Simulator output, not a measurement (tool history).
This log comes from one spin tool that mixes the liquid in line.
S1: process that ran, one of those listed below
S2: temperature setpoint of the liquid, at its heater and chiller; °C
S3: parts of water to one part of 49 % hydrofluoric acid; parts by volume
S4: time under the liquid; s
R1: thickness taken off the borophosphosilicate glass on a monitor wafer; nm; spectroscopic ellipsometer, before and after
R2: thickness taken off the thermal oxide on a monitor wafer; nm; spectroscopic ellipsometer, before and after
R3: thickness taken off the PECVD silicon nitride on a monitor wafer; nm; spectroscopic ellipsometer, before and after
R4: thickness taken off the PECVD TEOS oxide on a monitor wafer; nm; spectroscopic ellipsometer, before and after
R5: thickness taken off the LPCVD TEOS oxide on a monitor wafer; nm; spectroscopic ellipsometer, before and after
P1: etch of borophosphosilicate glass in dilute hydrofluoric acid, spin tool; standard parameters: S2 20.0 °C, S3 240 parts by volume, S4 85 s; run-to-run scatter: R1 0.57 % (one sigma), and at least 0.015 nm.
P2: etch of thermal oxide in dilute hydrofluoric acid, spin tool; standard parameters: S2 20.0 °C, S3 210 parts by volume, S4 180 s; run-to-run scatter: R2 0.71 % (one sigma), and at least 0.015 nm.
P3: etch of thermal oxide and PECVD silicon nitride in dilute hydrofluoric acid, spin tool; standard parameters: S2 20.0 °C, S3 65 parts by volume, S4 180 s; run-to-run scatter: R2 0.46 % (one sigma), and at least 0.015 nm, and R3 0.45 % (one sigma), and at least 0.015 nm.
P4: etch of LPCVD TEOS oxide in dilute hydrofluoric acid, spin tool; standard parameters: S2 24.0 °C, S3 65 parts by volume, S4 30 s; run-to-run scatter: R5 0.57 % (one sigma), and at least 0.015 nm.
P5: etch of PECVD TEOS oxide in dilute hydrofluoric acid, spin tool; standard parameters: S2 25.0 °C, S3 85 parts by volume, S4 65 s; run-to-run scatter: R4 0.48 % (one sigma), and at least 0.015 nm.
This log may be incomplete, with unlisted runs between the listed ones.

run 1 day=0.525 | S1=P1 S2=20.0 S3=240 S4=85 | R1=16.1060
run 2 day=0.925 | S1=P3 S2=20.0 S3=40 S4=180 | R2=17.8260 R3=15.4330
run 3 day=1.417 | S1=P5 S2=25.0 S3=85 S4=125 | R4=13.1810
run 4 day=1.900 | S1=P1 S2=20.0 S3=395 S4=85 | R1=8.4744
run 5 day=2.200 | S1=P1 S2=20.0 S3=240 S4=85 | R1=16.1330
run 6 day=2.750 | S1=P4 S2=24.0 S3=35 S4=30 | R5=27.319
run 7 day=3.138 | S1=P1 S2=20.0 S3=240 S4=85 | R1=16.2760
run 8 day=3.450 | S1=P5 S2=25.0 S3=35 S4=65 | R4=17.9960
run 9 day=3.983 | S1=P4 S2=24.0 S3=65 S4=50 | R5=24.147
run 10 day=4.612 | S1=P2 S2=20.0 S3=135 S4=180 | R2=5.2699
run 11 day=5.008 | S1=P4 S2=24.0 S3=65 S4=30 | R5=14.270
run 12 day=5.429 | S1=P1 S2=17.0 S3=240 S4=85 | R1=14.4340
run 13 day=6.012 | S1=P3 S2=20.0 S3=65 S4=90 | R2=5.3315 R3=4.7958
run 14 day=6.517 | S1=P5 S2=32.0 S3=85 S4=65 | R4=8.9337
run 15 day=6.950 | S1=P2 S2=17.0 S3=210 S4=180 | R2=2.7639
run 16 day=7.533 | S1=P3 S2=20.0 S3=65 S4=180 | R2=10.6580 R3=9.6631
run 17 day=7.879 | S1=P1 S2=28.0 S3=240 S4=130 | R1=33.1440
run 18 day=8.296 | S1=P1 S2=20.0 S3=395 S4=125 | R1=12.5370
run 19 day=8.896 | S1=P1 S2=20.0 S3=240 S4=135 | R1=25.6400
run 20 day=9.312 | S1=P5 S2=25.0 S3=85 S4=65 | R4=6.9061
run 21 day=9.917 | S1=P2 S2=20.0 S3=210 S4=180 | R2=3.1359
-- day=10.033 hydrofluoric acid flow meter replaced
run 22 day=10.325 | S1=P1 S2=20.0 S3=145 S4=85 | R1=29.2060
run 23 day=10.779 | S1=P1 S2=24.5 S3=240 S4=85 | R1=19.0260
run 24 day=11.388 | S1=P3 S2=17.0 S3=65 S4=180 | R2=9.4475 R3=7.7949
run 25 day=11.888 | S1=P1 S2=20.0 S3=240 S4=85 | R1=16.1750
run 26 day=12.454 | S1=P1 S2=20.0 S3=415 S4=35 | R1=3.2917
run 27 day=13.033 | S1=P1 S2=20.0 S3=240 S4=85 | R1=15.9270
run 28 day=13.312 | S1=P4 S2=28.0 S3=65 S4=30 | R5=16.917
run 29 day=13.604 | S1=P2 S2=20.0 S3=210 S4=35 | R2=0.6018
run 30 day=14.167 | S1=P1 S2=20.0 S3=240 S4=15 | R1=2.9029
run 31 day=14.662 | S1=P1 S2=20.0 S3=240 S4=85 | R1=16.3230
run 32 day=15.058 | S1=P1 S2=20.0 S3=240 S4=85 | R1=16.7280
run 33 day=15.512 | S1=P1 S2=20.0 S3=240 S4=85 | R1=16.8570
run 34 day=15.858 | S1=P1 S2=20.0 S3=240 S4=85 | R1=17.1250
run 35 day=16.458 | S1=P1 S2=20.0 S3=240 S4=85 | R1=17.2220
run 36 day=17.062 | S1=P1 S2=20.0 S3=240 S4=85 | R1=17.3250
run 37 day=17.671 | S1=P1 S2=20.0 S3=240 S4=85 | R1=17.3280
run 38 day=18.117 | S1=P1 S2=20.0 S3=240 S4=85 | R1=17.4890

The output of P1 has drifted from where it used to be. Each of the 2 causes below, taken at the size shown beside it, accounts for the log equally well:
A: hydrofluoric acid flow above the setpoint (%) = 6.12
B: liquid hotter than its thermometer reads (K) = 1.95
The onset of the drift is placed at about day 14.662.

Below are 4 check runs, each on a single wafer, with their results shown as question marks. Which of them would tell the listed causes apart, meaning the causes would give clearly different results under it?
run check 1 day=18.562 | S1=P5 S2=25.0 S3=85 S4=65 | R4=?
run check 2 day=18.562 | S1=P3 S2=20.0 S3=65 S4=180 | R2=? R3=?
run check 3 day=18.562 | S1=P4 S2=24.0 S3=65 S4=30 | R5=?
run check 4 day=18.562 | S1=P2 S2=20.0 S3=210 S4=180 | R2=?

How each check would come out, cause by cause:
check=check_1 result=R4 if_A=7.3541 if_B=7.4359
check=check_2 result=R2 if_A=11.4400 if_B=11.6420
check=check_2 result=R3 if_A=10.1560 if_B=10.9550
check=check_3 result=R5 if_A=15.271 if_B=15.492
check=check_4 result=R2 if_A=3.3684 if_B=3.3780
Separation of the two closest causes in each check, using whichever result separates them best: check 1 1.11 %; check 2 7.57 %; check 3 1.44 %; check 4 0.28 %
Check 2 tells the causes apart: in the others they would give nearly the same result.

Check 2 has now been run. It gave: R2 11.4300 nm; R3 10.1760 nm. Which of the candidate causes is it?

The correct cause is A, namely: hydrofluoric acid flow above the setpoint (%).

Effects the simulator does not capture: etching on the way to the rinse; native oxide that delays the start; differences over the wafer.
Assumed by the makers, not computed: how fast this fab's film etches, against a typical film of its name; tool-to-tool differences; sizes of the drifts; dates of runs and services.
